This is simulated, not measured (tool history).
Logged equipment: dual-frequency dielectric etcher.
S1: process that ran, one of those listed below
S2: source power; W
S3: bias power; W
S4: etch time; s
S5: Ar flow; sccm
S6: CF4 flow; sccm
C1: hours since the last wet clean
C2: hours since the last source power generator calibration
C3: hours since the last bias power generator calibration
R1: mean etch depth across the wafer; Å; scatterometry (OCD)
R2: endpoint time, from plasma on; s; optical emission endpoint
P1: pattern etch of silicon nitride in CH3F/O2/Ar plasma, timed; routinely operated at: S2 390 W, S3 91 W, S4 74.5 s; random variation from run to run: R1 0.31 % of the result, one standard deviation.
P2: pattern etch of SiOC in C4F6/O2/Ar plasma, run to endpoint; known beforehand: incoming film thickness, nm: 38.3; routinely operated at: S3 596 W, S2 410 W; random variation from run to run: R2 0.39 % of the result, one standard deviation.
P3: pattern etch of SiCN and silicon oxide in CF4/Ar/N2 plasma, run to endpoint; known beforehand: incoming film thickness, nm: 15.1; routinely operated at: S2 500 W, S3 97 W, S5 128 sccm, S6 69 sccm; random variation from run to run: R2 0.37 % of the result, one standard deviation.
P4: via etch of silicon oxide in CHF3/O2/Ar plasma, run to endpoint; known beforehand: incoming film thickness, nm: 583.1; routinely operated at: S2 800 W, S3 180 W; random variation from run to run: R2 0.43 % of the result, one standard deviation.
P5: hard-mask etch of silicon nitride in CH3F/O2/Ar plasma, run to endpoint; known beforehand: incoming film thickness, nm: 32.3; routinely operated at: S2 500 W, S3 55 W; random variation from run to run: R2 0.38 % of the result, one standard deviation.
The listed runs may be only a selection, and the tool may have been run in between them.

{"run": 1, "day": 0.212, "S1": "P1", "S2": 390, "S3": 91, "S4": 74.5, "C1": 303.0, "C2": 1311.1, "C3": 592.0, "R1": 556.01}
{"run": 2, "day": 0.375, "S1": "P3", "S2": 500, "S3": 97, "S5": 128, "S6": 83, "C1": 306.9, "C2": 1315.0, "C3": 595.9, "R2": 14.122}
{"run": 3, "day": 0.542, "S1": "P3", "S2": 300, "S3": 97, "S5": 128, "S6": 69, "C1": 310.9, "C2": 1319.0, "C3": 599.9, "R2": 22.786}
{"run": 4, "day": 0.758, "S1": "P5", "S2": 500, "S3": 42, "C1": 316.1, "C2": 1324.2, "C3": 605.1, "R2": 52.054}
{"run": 5, "day": 0.958, "S1": "P2", "S2": 320, "S3": 596, "C1": 320.9, "C2": 1329.0, "C3": 609.9, "R2": 13.085}
{"run": 6, "day": 1.129, "S1": "P4", "S2": 800, "S3": 180, "C1": 325.0, "C2": 1333.1, "C3": 614.0, "R2": 258.79}
{"run": 7, "day": 1.367, "S1": "P3", "S2": 500, "S3": 134, "S5": 128, "S6": 69, "C1": 330.7, "C2": 1338.8, "C3": 619.7, "R2": 12.946}
{"run": 8, "day": 1.504, "S1": "P5", "S2": 500, "S3": 55, "C1": 334.0, "C2": 1342.1, "C3": 623.0, "R2": 47.831}
{"run": 9, "day": 1.783, "S1": "P1", "S2": 480, "S3": 91, "S4": 96.5, "C1": 340.7, "C2": 1348.8, "C3": 629.7, "R1": 776.62}
{"run": 10, "day": 2.025, "S1": "P4", "S2": 800, "S3": 221, "C1": 346.5, "C2": 1354.6, "C3": 635.5, "R2": 240.78}
{"run": 11, "day": 2.225, "S1": "P1", "S2": 500, "S3": 91, "S4": 74.5, "C1": 351.3, "C2": 1359.4, "C3": 640.3, "R1": 610.23}
{"run": 12, "day": 2.483, "S1": "P1", "S2": 390, "S3": 63, "S4": 41.5, "C1": 357.5, "C2": 1365.6, "C3": 646.5, "R1": 271.08}
{"run": 13, "day": 2.629, "S1": "P1", "S2": 390, "S3": 91, "S4": 74.5, "C1": 361.0, "C2": 1369.1, "C3": 650.0, "R1": 553.43}
{"run": 14, "day": 2.767, "S1": "P1", "S2": 220, "S3": 91, "S4": 74.5, "C1": 364.3, "C2": 1372.4, "C3": 653.3, "R1": 447.7}
{"run": 15, "day": 3.0, "S1": "P1", "S2": 390, "S3": 91, "S4": 105.5, "C1": 369.9, "C2": 1378.0, "C3": 658.9, "R1": 781.17}
{"run": 16, "day": 3.121, "S1": "P3", "S2": 500, "S3": 97, "S5": 128, "S6": 69, "C1": 372.8, "C2": 1380.9, "C3": 661.8, "R2": 14.665}
{"run": 17, "day": 3.362, "S1": "P1", "S2": 390, "S3": 124, "S4": 74.5, "C1": 378.6, "C2": 1386.7, "C3": 667.6, "R1": 620.77}
{"run": 18, "day": 3.512, "S1": "P3", "S2": 500, "S3": 97, "S5": 173, "S6": 69, "C1": 382.2, "C2": 1390.3, "C3": 671.2, "R2": 15.302}
{"run": 19, "day": 3.638, "S1": "P1", "S2": 390, "S3": 91, "S4": 74.5, "C1": 385.2, "C2": 1393.3, "C3": 674.2, "R1": 555.12}
{"run": 20, "day": 3.825, "S1": "P2", "S2": 410, "S3": 750, "C1": 389.7, "C2": 1397.8, "C3": 678.7, "R2": 10.986}
{"run": 21, "day": 4.054, "S1": "P1", "S2": 390, "S3": 91, "S4": 74.5, "C1": 395.2, "C2": 1403.3, "C3": 684.2, "R1": 553.15}
{"run": 22, "day": 4.196, "S1": "P1", "S2": 390, "S3": 91, "S4": 41.0, "C1": 398.6, "C2": 1406.7, "C3": 687.6, "R1": 304.55}
{"run": 23, "day": 4.375, "S1": "P2", "S2": 410, "S3": 596, "C1": 402.9, "C2": 1411.0, "C3": 691.9, "R2": 12.042}
{"run": 24, "day": 4.608, "S1": "P5", "S2": 320, "S3": 55, "C1": 408.5, "C2": 1416.6, "C3": 697.5, "R2": 56.841}
{"run": 25, "day": 4.758, "S1": "P1", "S2": 390, "S3": 69, "S4": 74.5, "C1": 412.1, "C2": 1420.2, "C3": 701.1, "R1": 503.8}
{"run": 26, "day": 4.879, "S1": "P4", "S2": 1100, "S3": 180, "C1": 415.0, "C2": 1423.1, "C3": 704.0, "R2": 227.92}
{"run": 27, "day": 5.062, "S1": "P1", "S2": 390, "S3": 91, "S4": 74.5, "C1": 419.4, "C2": 1427.5, "C3": 708.4, "R1": 556.0}
{"run": 28, "day": 5.262, "S1": "P1", "S2": 390, "S3": 91, "S4": 74.5, "C1": 424.2, "C2": 1432.3, "C3": 713.2, "R1": 551.32}
{"run": 29, "day": 5.538, "S1": "P1", "S2": 390, "S3": 91, "S4": 74.5, "C1": 430.8, "C2": 1438.9, "C3": 719.8, "R1": 550.08}
{"run": 30, "day": 5.712, "S1": "P1", "S2": 390, "S3": 91, "S4": 74.5, "C1": 435.0, "C2": 1443.1, "C3": 724.0, "R1": 548.68}
{"run": 31, "day": 5.921, "S1": "P1", "S2": 390, "S3": 91, "S4": 74.5, "C1": 440.0, "C2": 1448.1, "C3": 729.0, "R1": 545.99}
{"run": 32, "day": 6.062, "S1": "P1", "S2": 390, "S3": 91, "S4": 74.5, "C1": 443.4, "C2": 1451.5, "C3": 732.4, "R1": 544.53}
{"day": 6.129, "done": "wet clean of the chamber"}
{"run": 33, "day": 6.304, "S1": "P1", "S2": 390, "S3": 91, "S4": 74.5, "C1": 4.3, "C2": 1457.3, "C3": 738.2, "R1": 547.09}
{"run": 34, "day": 6.45, "S1": "P1", "S2": 390, "S3": 91, "S4": 74.5, "C1": 7.8, "C2": 1460.8, "C3": 741.7, "R1": 548.03}
{"run": 35, "day": 6.642, "S1": "P1", "S2": 390, "S3": 91, "S4": 74.5, "C1": 12.4, "C2": 1465.4, "C3": 746.3, "R1": 546.74}
{"run": 36, "day": 6.908, "S1": "P1", "S2": 390, "S3": 91, "S4": 74.5, "C1": 18.8, "C2": 1471.8, "C3": 752.7, "R1": 546.26}
{"run": 37, "day": 7.042, "S1": "P1", "S2": 390, "S3": 91, "S4": 74.5, "C1": 22.0, "C2": 1475.0, "C3": 755.9, "R1": 546.28}
{"run": 38, "day": 7.3, "S1": "P1", "S2": 390, "S3": 91, "S4": 74.5, "C1": 28.2, "C2": 1481.2, "C3": 762.1, "R1": 547.11}

The log shows P1 creeping away from where it was. Any of the 2 causes listed here, at the size stated for it, fits the log just as well as the others:
A: source power that arrives under what is set, % = 4.03
B: bias power that arrives under what is set, % = 4.19
The onset of the drift is placed at about day 5.062.
Every other cause this tool's parts could produce, and why it does not fit the log:
chamber walls in a state that lowers the etch rate, %: maintenance at day 6.129, after the shift began, did not return the process to its former output

The 4 check runs listed below each average the results of 2 wafers, and their outcomes are marked with question marks. Under which run would the listed causes produce clearly different results?
{"run": "check 1", "day": 7.558, "S1": "P2", "S2": 410, "S3": 596, "R2": "?"}
{"run": "check 2", "day": 7.558, "S1": "P4", "S2": 800, "S3": 180, "R2": "?"}
{"run": "check 3", "day": 7.558, "S1": "P3", "S2": 500, "S3": 97, "S5": 128, "S6": 69, "R2": "?"}
{"run": "check 4", "day": 7.558, "S1": "P5", "S2": 500, "S3": 55, "R2": "?"}

Expected result of each check under each candidate cause:
check=check_1 result=R2 if_A=12.198 if_B=12.213
check=check_2 result=R2 if_A=263.130 if_B=262.660
check=check_3 result=R2 if_A=15.160 if_B=14.858
check=check_4 result=R2 if_A=48.816 if_B=48.689
Smallest distance between any two causes, each pair judged by its most separating result, in per cent: check 1 0.12 %; check 2 0.18 %; check 3 2.01 %; check 4 0.26 %
Check 3 distinguishes between the causes, while the remaining checks would return nearly the same result for all of them.

With check 3 done, the readings were: R2 14.846 s. Identify which of the listed causes applies.

The cause is B: bias power that arrives under what is set, %.
